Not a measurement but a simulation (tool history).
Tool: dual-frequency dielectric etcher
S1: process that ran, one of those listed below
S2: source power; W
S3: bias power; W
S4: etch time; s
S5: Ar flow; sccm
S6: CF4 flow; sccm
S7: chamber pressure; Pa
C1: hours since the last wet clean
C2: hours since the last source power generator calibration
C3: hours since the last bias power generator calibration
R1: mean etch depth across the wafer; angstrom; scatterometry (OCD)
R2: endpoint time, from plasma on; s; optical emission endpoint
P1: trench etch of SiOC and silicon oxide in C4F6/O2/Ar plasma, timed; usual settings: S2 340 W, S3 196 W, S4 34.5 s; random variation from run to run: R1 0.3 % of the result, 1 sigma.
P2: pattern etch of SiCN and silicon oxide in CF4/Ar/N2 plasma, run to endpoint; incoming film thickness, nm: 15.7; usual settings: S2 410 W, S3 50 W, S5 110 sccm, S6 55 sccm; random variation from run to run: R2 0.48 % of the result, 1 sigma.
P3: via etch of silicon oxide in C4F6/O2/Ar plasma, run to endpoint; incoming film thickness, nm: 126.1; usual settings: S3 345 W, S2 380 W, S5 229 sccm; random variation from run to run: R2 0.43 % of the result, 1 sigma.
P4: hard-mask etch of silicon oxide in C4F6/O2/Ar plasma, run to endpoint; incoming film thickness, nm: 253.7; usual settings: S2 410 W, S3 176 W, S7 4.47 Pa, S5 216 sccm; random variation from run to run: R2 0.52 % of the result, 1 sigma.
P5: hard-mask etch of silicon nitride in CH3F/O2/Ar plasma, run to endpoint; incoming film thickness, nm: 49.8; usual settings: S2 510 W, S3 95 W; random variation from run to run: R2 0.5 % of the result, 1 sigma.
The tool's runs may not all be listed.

| run | day | S1 | S2 | S3 | S4 | S5 | S6 | S7 | C1 | C2 | C3 | R1 | R2 |
|---|---|---|---|---|---|---|---|---|---|---|---|---|---|
| 1 | 0.692 | P1 | 340 | 196 | 34.5 |  |  |  | 165.7 | 843.1 | 377.1 | 666.24 |  |
| 2 | 1.267 | P5 | 690 | 95 |  |  |  |  | 179.5 | 856.9 | 390.9 |  | 53.980 |
| 3 | 1.771 | P5 | 510 | 95 |  |  |  |  | 191.6 | 869.0 | 403.0 |  | 61.175 |
| 4 | 2.292 | P2 | 410 | 50 |  | 64 | 55 |  | 204.1 | 881.5 | 415.5 |  | 21.944 |
| 5 | 2.646 | P4 | 410 | 176 |  | 269 |  | 4.47 | 212.6 | 890.0 | 424.0 |  | 80.358 |
| 6 | 3.008 | P3 | 480 | 345 |  | 229 |  |  | 221.3 | 898.7 | 432.7 |  | 28.413 |
| 7 | 3.592 | P5 | 510 | 57 |  |  |  |  | 235.3 | 912.7 | 446.7 |  | 72.544 |
| 8 | 4.104 | P1 | 340 | 196 | 34.5 |  |  |  | 247.6 | 925.0 | 459.0 | 661.57 |  |
| 9 | 4.450 | P5 | 510 | 95 |  |  |  |  | 255.9 | 933.3 | 467.3 |  | 60.225 |
| 10 | 5.138 | P3 | 380 | 345 |  | 229 |  |  | 272.4 | 949.8 | 483.8 |  | 31.005 |
| 11 | 5.500 | P2 | 410 | 50 |  | 110 | 55 |  | 281.1 | 958.5 | 492.5 |  | 23.809 |
| 12 | 6.129 | P1 | 340 | 196 | 34.5 |  |  |  | 296.2 | 973.6 | 507.6 | 665.20 |  |
| 13 | 6.562 | P4 | 410 | 176 |  | 216 |  | 6.33 | 306.6 | 984.0 | 518.0 |  | 81.493 |
| 14 | 7.075 | P1 | 340 | 196 | 50.5 |  |  |  | 318.9 | 996.3 | 530.3 | 965.62 |  |
| 15 | 7.683 | P1 | 340 | 196 | 34.5 |  |  |  | 333.5 | 1010.9 | 544.9 | 662.55 |  |
| 16 | 8.354 | P1 | 340 | 196 | 21.0 |  |  |  | 349.6 | 1027.0 | 561.0 | 402.66 |  |
| 17 | 8.854 | P3 | 380 | 345 |  | 229 |  |  | 361.6 | 1039.0 | 573.0 |  | 30.860 |
| 18 | 9.462 | P4 | 410 | 176 |  | 216 |  | 4.47 | 376.2 | 1053.6 | 587.6 |  | 77.827 |
| 19 | 10.058 | P1 | 340 | 139 | 34.5 |  |  |  | 390.5 | 1067.9 | 601.9 | 594.53 |  |
| 20 | 10.467 | P1 | 440 | 196 | 26.0 |  |  |  | 400.3 | 1077.7 | 611.7 | 551.95 |  |
| 21 | 11.117 | P1 | 340 | 239 | 34.5 |  |  |  | 415.9 | 1093.3 | 627.3 | 708.23 |  |
| 22 | 11.825 | P2 | 270 | 50 |  | 110 | 55 |  | 432.9 | 1110.3 | 644.3 |  | 34.498 |
| 23 | 12.558 | P1 | 270 | 196 | 34.5 |  |  |  | 450.5 | 1127.9 | 661.9 | 606.28 |  |
| 24 | 13.288 | P4 | 540 | 176 |  | 216 |  | 4.47 | 468.0 | 1145.4 | 679.4 |  | 69.782 |
| 25 | 13.912 | P4 | 410 | 244 |  | 216 |  | 4.47 | 483.0 | 1160.4 | 694.4 |  | 70.257 |
| 26 | 14.279 | P2 | 410 | 50 |  | 110 | 72 |  | 491.8 | 1169.2 | 703.2 |  | 22.806 |
| 27 | 14.721 | P2 | 410 | 37 |  | 110 | 55 |  | 502.4 | 1179.8 | 713.8 |  | 26.247 |
| 28 | 15.362 | P3 | 380 | 240 |  | 229 |  |  | 517.8 | 1195.2 | 729.2 |  | 34.986 |
| 29 | 15.892 | P1 | 340 | 196 | 34.5 |  |  |  | 530.5 | 1207.9 | 741.9 | 659.97 |  |
| 30 | 16.400 | P1 | 470 | 196 | 34.5 |  |  |  | 542.7 | 1220.1 | 754.1 | 752.79 |  |
| 31 | 16.942 | P2 | 410 | 50 |  | 110 | 55 |  | 555.7 | 1233.1 | 767.1 |  | 23.734 |
| 32 | 17.688 | P3 | 380 | 345 |  | 144 |  |  | 573.6 | 1251.0 | 785.0 |  | 29.322 |
| 33 | 18.021 | P1 | 340 | 196 | 34.5 |  |  |  | 581.6 | 1259.0 | 793.0 | 660.89 |  |
| 34 | 18.725 | P1 | 340 | 196 | 34.5 |  |  |  | 598.5 | 1275.9 | 809.9 | 669.53 |  |
| 35 | 19.050 | P1 | 340 | 196 | 34.5 |  |  |  | 606.3 | 1283.7 | 817.7 | 669.62 |  |
| 36 | 19.404 | P1 | 340 | 196 | 34.5 |  |  |  | 614.8 | 1292.2 | 826.2 | 668.82 |  |
|  | 19.754 | wet clean of the chamber |
| 37 | 20.129 | P1 | 340 | 196 | 34.5 |  |  |  | 9.0 | 1309.6 | 843.6 | 673.57 |  |
| 38 | 20.521 | P1 | 340 | 196 | 34.5 |  |  |  | 18.4 | 1319.0 | 853.0 | 672.27 |  |
| 39 | 21.204 | P1 | 340 | 196 | 34.5 |  |  |  | 34.8 | 1335.4 | 869.4 | 670.55 |  |

What P1 gives has crept away from where it was. These 2 causes fit the log equally well, each at the size given:
A: bias power that arrives over what is set, % = 4.63
B: source power that arrives over what is set, % = 3.92
The creep began at about day 18.021.
Why every other cause is out:
chamber walls in a state that raises the etch rate, %: serviced at day 19.754, which brought nothing back

4 check runs are offered, each on 3 wafers whose results are averaged, their results left as question marks. Which one tells the causes apart?
| check 1 | 21.888 | P4 | 410 | 176 |  | 260 |  | 4.47 |  |  |  |  | ? |
| check 2 | 21.888 | P5 | 510 | 67 |  |  |  |  |  |  |  |  | ? |
| check 3 | 21.888 | P2 | 410 | 50 |  | 69 | 55 |  |  |  |  |  | ? |
| check 4 | 21.888 | P3 | 460 | 345 |  | 229 |  |  |  |  |  |  | ? |

What each check would give under each cause:
| check | result | if A | if B |
|---|---|---|---|
| check 1 | R2 | 78.685 | 78.627 |
| check 2 | R2 | 67.829 | 67.849 |
| check 3 | R2 | 21.730 | 21.290 |
| check 4 | R2 | 28.277 | 28.318 |
How far apart the two closest causes lie, in the result that separates them most: check 1 0.07 %; check 2 0.03 %; check 3 2.04 %; check 4 0.14 %
Only check 3 tells the causes apart: in the others they would give nearly the same result.

Then check 3 was run and gave: R2 21.740 s. Which cause is it?

It is A: bias power that arrives over what is set, %.
